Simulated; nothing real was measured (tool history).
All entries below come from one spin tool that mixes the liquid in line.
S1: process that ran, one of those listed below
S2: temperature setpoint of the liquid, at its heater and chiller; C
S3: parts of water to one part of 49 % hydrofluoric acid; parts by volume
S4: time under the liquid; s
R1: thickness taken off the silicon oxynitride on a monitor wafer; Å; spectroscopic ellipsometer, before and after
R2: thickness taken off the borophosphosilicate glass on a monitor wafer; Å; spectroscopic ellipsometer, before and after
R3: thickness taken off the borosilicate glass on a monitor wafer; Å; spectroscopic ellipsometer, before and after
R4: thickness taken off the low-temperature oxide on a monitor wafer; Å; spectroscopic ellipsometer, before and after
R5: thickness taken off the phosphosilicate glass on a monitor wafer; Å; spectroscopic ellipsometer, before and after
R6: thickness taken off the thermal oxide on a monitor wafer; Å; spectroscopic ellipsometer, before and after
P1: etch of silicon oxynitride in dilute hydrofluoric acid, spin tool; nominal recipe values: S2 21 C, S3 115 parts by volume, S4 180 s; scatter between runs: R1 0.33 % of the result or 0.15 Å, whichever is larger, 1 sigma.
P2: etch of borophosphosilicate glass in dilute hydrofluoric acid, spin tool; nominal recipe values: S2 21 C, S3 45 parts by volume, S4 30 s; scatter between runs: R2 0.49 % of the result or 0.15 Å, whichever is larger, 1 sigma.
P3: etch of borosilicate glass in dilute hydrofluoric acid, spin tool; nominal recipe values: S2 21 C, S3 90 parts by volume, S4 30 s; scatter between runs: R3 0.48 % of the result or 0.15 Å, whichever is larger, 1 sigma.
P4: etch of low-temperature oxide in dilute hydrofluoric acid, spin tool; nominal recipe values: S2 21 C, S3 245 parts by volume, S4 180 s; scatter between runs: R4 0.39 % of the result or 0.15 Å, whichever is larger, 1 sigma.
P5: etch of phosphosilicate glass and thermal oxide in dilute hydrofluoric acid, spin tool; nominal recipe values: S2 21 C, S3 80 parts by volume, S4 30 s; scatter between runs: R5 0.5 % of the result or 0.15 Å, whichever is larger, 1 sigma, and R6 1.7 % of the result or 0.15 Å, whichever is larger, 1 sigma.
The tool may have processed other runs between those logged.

run 1 hour=17.5 | S1=P1 S2=21 S3=115 S4=180 | R1=61.8
run 2 hour=32.6 | S1=P1 S2=21 S3=115 S4=180 | R1=61.988
run 3 hour=49.2 | S1=P2 S2=21 S3=45 S4=30 | R2=348.3
run 4 hour=60.5 | S1=P1 S2=21 S3=115 S4=180 | R1=61.668
run 5 hour=76.9 | S1=P1 S2=21 S3=115 S4=335 | R1=115.89
run 6 hour=93.8 | S1=P1 S2=17 S3=115 S4=180 | R1=50.851
run 7 hour=105.8 | S1=P1 S2=21 S3=160 S4=180 | R1=43.061
run 8 hour=120.6 | S1=P1 S2=21 S3=115 S4=60 | R1=20.434
run 9 hour=130 | S1=P1 S2=21 S3=115 S4=180 | R1=61.931
run 10 hour=137.9 | S1=P3 S2=21 S3=90 S4=30 | R3=62.68
run 11 hour=153.9 | S1=P4 S2=21 S3=430 S4=180 | R4=95.942
run 12 hour=168.3 | S1=P4 S2=21 S3=245 S4=55 | R4=60.62
run 13 hour=186.1 | S1=P1 S2=21 S3=115 S4=180 | R1=61.616
run 14 hour=202.9 | S1=P2 S2=21 S3=45 S4=15 | R2=175.49
run 15 hour=215.3 | S1=P3 S2=21 S3=90 S4=60 | R3=125.57
run 16 hour=232.1 | S1=P1 S2=29 S3=115 S4=180 | R1=89.789
run 17 hour=243.5 | S1=P5 S2=21 S3=80 S4=15 | R5=190.34 R6=7.9823
run 18 hour=254.3 | S1=P2 S2=21 S3=45 S4=30 | R2=349.16
run 19 hour=268.9 | S1=P1 S2=21 S3=45 S4=180 | R1=165.75
run 20 hour=277.4 | S1=P3 S2=21 S3=90 S4=30 | R3=62.522
run 21 hour=294.1 | S1=P2 S2=27 S3=45 S4=30 | R2=447.12
run 22 hour=305.7 | S1=P1 S2=17.5 S3=200 S4=180 | R1=28.49
run 23 hour=314.7 | S1=P4 S2=27.5 S3=245 S4=180 | R4=249.84
run 24 hour=328.8 | S1=P5 S2=21 S3=35 S4=30 | R5=908.83 R6=36.953
run 25 hour=341.3 | S1=P1 S2=21 S3=115 S4=180 | R1=61.849
run 26 hour=357.5 | S1=P5 S2=21 S3=80 S4=30 | R5=378.24 R6=15.8
run 27 hour=373.6 | S1=P2 S2=21 S3=20 S4=30 | R2=806.56
run 28 hour=383.8 | S1=P3 S2=17 S3=90 S4=30 | R3=53.448
run 29 hour=398.4 | S1=P3 S2=21 S3=30 S4=30 | R3=200.91
run 30 hour=411.2 | S1=P4 S2=21 S3=245 S4=180 | R4=198.33
run 31 hour=423.3 | S1=P5 S2=17 S3=80 S4=30 | R5=322.33 R6=13.797
run 32 hour=431.5 | S1=P1 S2=21 S3=115 S4=180 | R1=61.732
run 33 hour=444.1 | S1=P1 S2=21 S3=115 S4=180 | R1=60.069
run 34 hour=452.6 | S1=P1 S2=21 S3=115 S4=180 | R1=59.505
run 35 hour=469.1 | S1=P1 S2=21 S3=115 S4=180 | R1=57.783
run 36 hour=484.6 | S1=P1 S2=21 S3=115 S4=180 | R1=57.252
run 37 hour=502.1 | S1=P1 S2=21 S3=115 S4=180 | R1=57.216
run 38 hour=512.8 | S1=P1 S2=21 S3=115 S4=180 | R1=57.104
run 39 hour=529.5 | S1=P1 S2=21 S3=115 S4=180 | R1=56.428
run 40 hour=543 | S1=P1 S2=21 S3=115 S4=180 | R1=56.528
run 41 hour=556.5 | S1=P1 S2=21 S3=115 S4=180 | R1=56.592
run 42 hour=570.2 | S1=P1 S2=21 S3=115 S4=180 | R1=56.753

P1 has crept away from where it was. The log is fitted equally well by each of these 2 causes, at the sizes shown:
A: liquid colder than its thermometer reads (K) = 1.88
B: hydrofluoric acid flow below the setpoint (%) = 8.03
At approximately hour 431.5, the process output began to creep.

4 check runs are offered, one wafer each, their results left as question marks. Which one tells the causes apart?
run check 1 hour=583.9 | S1=P2 S2=26 S3=45 S4=15 | R2=?
run check 2 hour=583.9 | S1=P4 S2=21 S3=340 S4=180 | R4=?
run check 3 hour=583.9 | S1=P3 S2=21 S3=45 S4=45 | R3=?
run check 4 hour=583.9 | S1=P5 S2=21 S3=55 S4=30 | R5=? R6=?

How each check would come out, cause by cause:
check=check_1 result=R2 if_A=198.61 if_B=196.2
check=check_2 result=R4 if_A=122.71 if_B=117.6
check=check_3 result=R3 if_A=183.44 if_B=181.89
check=check_4 result=R5 if_A=526.05 if_B=520.82
check=check_4 result=R6 if_A=22.219 if_B=21.998
Smallest distance between any two causes, each pair judged by its most separating result, in per cent: check 1 1.22 %; check 2 4.25 %; check 3 0.85 %; check 4 1 %
Check 2 distinguishes between the causes, while the remaining checks would return nearly the same result for all of them.

The results of check 2 are: R4 122.37 Å. Based on these, which of the listed causes is it?

It was cause A: liquid colder than its thermometer reads (K).

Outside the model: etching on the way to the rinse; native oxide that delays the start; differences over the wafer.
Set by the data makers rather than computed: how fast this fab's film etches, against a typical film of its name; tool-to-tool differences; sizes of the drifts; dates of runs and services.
